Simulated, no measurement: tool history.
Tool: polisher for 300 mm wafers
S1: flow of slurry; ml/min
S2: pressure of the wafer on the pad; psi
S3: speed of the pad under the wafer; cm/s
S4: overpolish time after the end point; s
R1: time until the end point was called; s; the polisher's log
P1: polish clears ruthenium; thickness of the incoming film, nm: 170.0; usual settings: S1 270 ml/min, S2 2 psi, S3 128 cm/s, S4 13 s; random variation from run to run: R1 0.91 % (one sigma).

run 1 day=0.508 | S1=270 S2=2 S3=128 S4=13 | R1=104.79
run 2 day=0.888 | S1=270 S2=2 S3=128 S4=13 | R1=103.78
run 3 day=1.254 | S1=160 S2=2 S3=128 S4=13 | R1=113.31
run 4 day=1.562 | S1=270 S2=2 S3=128 S4=13 | R1=105.32
run 5 day=1.992 | S1=270 S2=3.1 S3=128 S4=13 | R1=68.312
run 6 day=2.271 | S1=270 S2=2 S3=128 S4=13 | R1=105.04
run 7 day=2.792 | S1=270 S2=0.9 S3=128 S4=13 | R1=236.72
run 8 day=3.275 | S1=270 S2=3 S3=82 S4=13 | R1=108.34
run 9 day=3.788 | S1=270 S2=2 S3=128 S4=13 | R1=104.5
run 10 day=4.221 | S1=390 S2=2 S3=128 S4=13 | R1=102.66
run 11 day=4.662 | S1=270 S2=2 S3=128 S4=13 | R1=106.56
run 12 day=4.992 | S1=270 S2=2.9 S3=128 S4=4 | R1=72.765
-- day=5.138 slurry nozzle cleaned
run 13 day=5.375 | S1=270 S2=2 S3=128 S4=4 | R1=106.54
run 14 day=5.642 | S1=270 S2=2 S3=128 S4=26 | R1=106.27
run 15 day=6.071 | S1=270 S2=2 S3=200 S4=13 | R1=67.598
run 16 day=6.496 | S1=270 S2=2 S3=66 S4=13 | R1=203.6
run 17 day=6.821 | S1=270 S2=2 S3=128 S4=13 | R1=106.73
run 18 day=7.192 | S1=270 S2=2 S3=128 S4=13 | R1=108.2
run 19 day=7.708 | S1=270 S2=2 S3=128 S4=13 | R1=110.46
run 20 day=8.138 | S1=270 S2=2 S3=128 S4=13 | R1=111.31
run 21 day=8.688 | S1=270 S2=2 S3=128 S4=13 | R1=112.77
run 22 day=8.962 | S1=270 S2=2 S3=128 S4=13 | R1=112.52
-- day=9.05 head pressure recalibrated
run 23 day=9.217 | S1=270 S2=2 S3=128 S4=13 | R1=111.54
run 24 day=9.638 | S1=270 S2=2 S3=128 S4=13 | R1=113.43
run 25 day=9.954 | S1=270 S2=2 S3=128 S4=13 | R1=112.57

What P1 gives has crept away from where it was. These 2 causes fit the log equally well, each at the size given:
A: slurry flow missing at the pad, % = 37.8
B: removal rate lost through wear of the pad, % = 5.8
The creep began at about day 6.821.
Why every other cause is out:
head's pressure below its setpoint, %: serviced at day 9.05, which brought nothing back

4 check runs are offered, each on 3 wafers whose results are averaged, their results left as question marks. Which one tells the causes apart?
run check 1 day=10.271 | S1=270 S2=3 S3=84 S4=13 | R1=?
run check 2 day=10.271 | S1=160 S2=2.7 S3=128 S4=13 | R1=?
run check 3 day=10.271 | S1=270 S2=2 S3=198 S4=23 | R1=?
run check 4 day=10.271 | S1=270 S2=2 S3=128 S4=18 | R1=?

What each check would give under each cause:
check=check_1 result=R1 if_A=113.61 if_B=113.62
check=check_2 result=R1 if_A=91.967 if_B=88.62
check=check_3 result=R1 if_A=72.296 if_B=72.304
check=check_4 result=R1 if_A=111.83 if_B=111.84
How far apart the two closest causes lie, in the result that separates them most: check 1 0.01 %; check 2 3.71 %; check 3 0.01 %; check 4 0.01 %
Check 2 tells the causes apart: in the others they would give nearly the same result.

Then check 2 was run and gave: R1 91.165 s. Which cause is it?

It is A: slurry flow missing at the pad, %.
